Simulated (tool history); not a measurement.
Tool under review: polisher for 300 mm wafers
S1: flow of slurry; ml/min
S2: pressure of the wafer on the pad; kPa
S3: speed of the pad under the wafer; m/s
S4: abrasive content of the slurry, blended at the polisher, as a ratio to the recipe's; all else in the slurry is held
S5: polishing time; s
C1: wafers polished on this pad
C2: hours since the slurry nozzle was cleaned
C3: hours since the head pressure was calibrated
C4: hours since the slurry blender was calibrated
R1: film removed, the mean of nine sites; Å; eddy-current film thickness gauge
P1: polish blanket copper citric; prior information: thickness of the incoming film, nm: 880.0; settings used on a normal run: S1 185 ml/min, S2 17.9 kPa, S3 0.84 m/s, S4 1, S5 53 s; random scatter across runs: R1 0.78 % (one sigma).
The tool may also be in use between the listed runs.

| run | hour | S1 | S2 | S3 | S4 | S5 | C1 | C2 | C3 | C4 | R1 |
|---|---|---|---|---|---|---|---|---|---|---|---|
| 1 | 7.2 | 185 | 17.9 | 0.84 | 1 | 53 | 899 | 242.2 | 849.5 | 210.2 | 900.42 |
| 2 | 17.4 | 185 | 17.9 | 0.84 | 0.5 | 53 | 983 | 252.4 | 859.7 | 220.4 | 775.4 |
| 3 | 26.9 | 185 | 17.9 | 0.56 | 1 | 78 | 1062 | 261.9 | 869.2 | 229.9 | 891.76 |
| 4 | 35.3 | 185 | 17.9 | 0.46 | 1 | 53 | 1131 | 270.3 | 877.6 | 238.3 | 508.09 |
| 5 | 48.6 | 185 | 17.9 | 0.84 | 1.4 | 53 | 1242 | 283.6 | 890.9 | 251.6 | 956.92 |
| 6 | 55.8 | 185 | 17.9 | 0.84 | 1 | 53 | 1301 | 290.8 | 898.1 | 258.8 | 901.78 |
| 7 | 67.9 | 185 | 17.9 | 0.84 | 1 | 83 | 1401 | 302.9 | 910.2 | 270.9 | 1418.6 |
| 8 | 80.4 | 185 | 17.9 | 0.84 | 1 | 53 | 1505 | 315.4 | 922.7 | 283.4 | 893.36 |
| 9 | 89.4 | 250 | 17.9 | 0.84 | 1 | 53 | 1579 | 324.4 | 931.7 | 292.4 | 924.48 |
| 10 | 102.6 | 110 | 17.9 | 0.84 | 1 | 53 | 1688 | 337.6 | 944.9 | 305.6 | 822.07 |
| 11 | 112.6 | 185 | 17.9 | 0.84 | 1 | 37 | 1771 | 347.6 | 954.9 | 315.6 | 633.81 |
| 12 | 119.3 | 185 | 17.9 | 0.84 | 1 | 53 | 1827 | 354.3 | 961.6 | 322.3 | 886.9 |
| 13 | 132.1 | 185 | 26.2 | 0.84 | 1 | 53 | 1932 | 367.1 | 974.4 | 335.1 | 1291.1 |
|  | 142.2 | slurry blender recalibrated |
| 14 | 143 | 185 | 9 | 0.84 | 1 | 53 | 2023 | 378 | 985.3 | 0.9 | 465.96 |
| 15 | 152.4 | 185 | 22.8 | 0.84 | 1 | 80 | 2100 | 387.4 | 994.7 | 10.3 | 1716.6 |
| 16 | 165 | 185 | 17.9 | 1.32 | 1 | 53 | 2205 | 400 | 1007.3 | 22.9 | 1384.4 |
| 17 | 178.8 | 185 | 17.9 | 0.84 | 1 | 53 | 2319 | 413.8 | 1021.1 | 36.7 | 898.99 |
| 18 | 189.8 | 185 | 17.9 | 0.84 | 1 | 53 | 2410 | 424.8 | 1032.1 | 47.7 | 895.43 |
| 19 | 196.5 | 185 | 17.9 | 0.84 | 1 | 53 | 2465 | 431.5 | 1038.8 | 54.4 | 874.35 |
| 20 | 210.7 | 185 | 17.9 | 0.84 | 1 | 53 | 2583 | 445.7 | 1053 | 68.6 | 862.97 |
|  | 215.4 | head pressure recalibrated |
|  | 221 | slurry blender recalibrated |
| 21 | 222.3 | 185 | 17.9 | 0.84 | 1 | 53 | 2679 | 457.3 | 7 | 1.4 | 838.84 |
| 22 | 232.8 | 185 | 17.9 | 0.84 | 1 | 53 | 2766 | 467.8 | 17.5 | 11.9 | 842.78 |
| 23 | 241.5 | 185 | 17.9 | 0.84 | 1 | 53 | 2838 | 476.5 | 26.2 | 20.6 | 844.48 |
| 24 | 253.4 | 185 | 17.9 | 0.84 | 1 | 53 | 2936 | 488.4 | 38.1 | 32.5 | 843.12 |

Compared with where it was, what P1 gives has crept away. Each cause listed below fits the log as well as the rest, at the size given for it:
A: removal rate lost through wear of the pad, % = 6.55
B: slurry flow missing at the pad, % = 32.4
The process output started creeping at around hour 189.8.
What rules out each remaining cause:
head's pressure below its setpoint, %: serviced at hour 215.4, after the drift had started, without restoring the earlier output
abrasive missing from the slurry, %: serviced at hour 221, after the drift had started, without restoring the earlier output

The list below offers 4 check runs, each averaging the results of 3 wafers, and shows each result as a question mark. For which of them would the listed causes give clearly different results?
| check 1 | 265.3 | 115 | 17.9 | 0.48 | 1 | 53 |  |  |  |  | ? |
| check 2 | 265.3 | 185 | 17.9 | 1.3 | 1.3 | 53 |  |  |  |  | ? |
| check 3 | 265.3 | 185 | 17.9 | 1.28 | 0.65 | 53 |  |  |  |  | ? |
| check 4 | 265.3 | 185 | 17.9 | 0.84 | 1 | 38 |  |  |  |  | ? |

Check results expected under each cause:
| check | result | if A | if B |
|---|---|---|---|
| check 1 | R1 | 450.96 | 434.91 |
| check 2 | R1 | 1359.2 | 1359.1 |
| check 3 | R1 | 1155.8 | 1155.6 |
| check 4 | R1 | 601.74 | 601.68 |
Separation of the two closest causes in each check, using whichever result separates them best: check 1 3.62 %; check 2 0.01 %; check 3 0.01 %; check 4 0.01 %
Of the check runs offered, only check 1 discriminates between the causes; the rest would read about the same regardless of which cause applies.

With check 1 done, the readings were: R1 448.78 Å. Identify which of the listed causes applies.

It is A: removal rate lost through wear of the pad, %.

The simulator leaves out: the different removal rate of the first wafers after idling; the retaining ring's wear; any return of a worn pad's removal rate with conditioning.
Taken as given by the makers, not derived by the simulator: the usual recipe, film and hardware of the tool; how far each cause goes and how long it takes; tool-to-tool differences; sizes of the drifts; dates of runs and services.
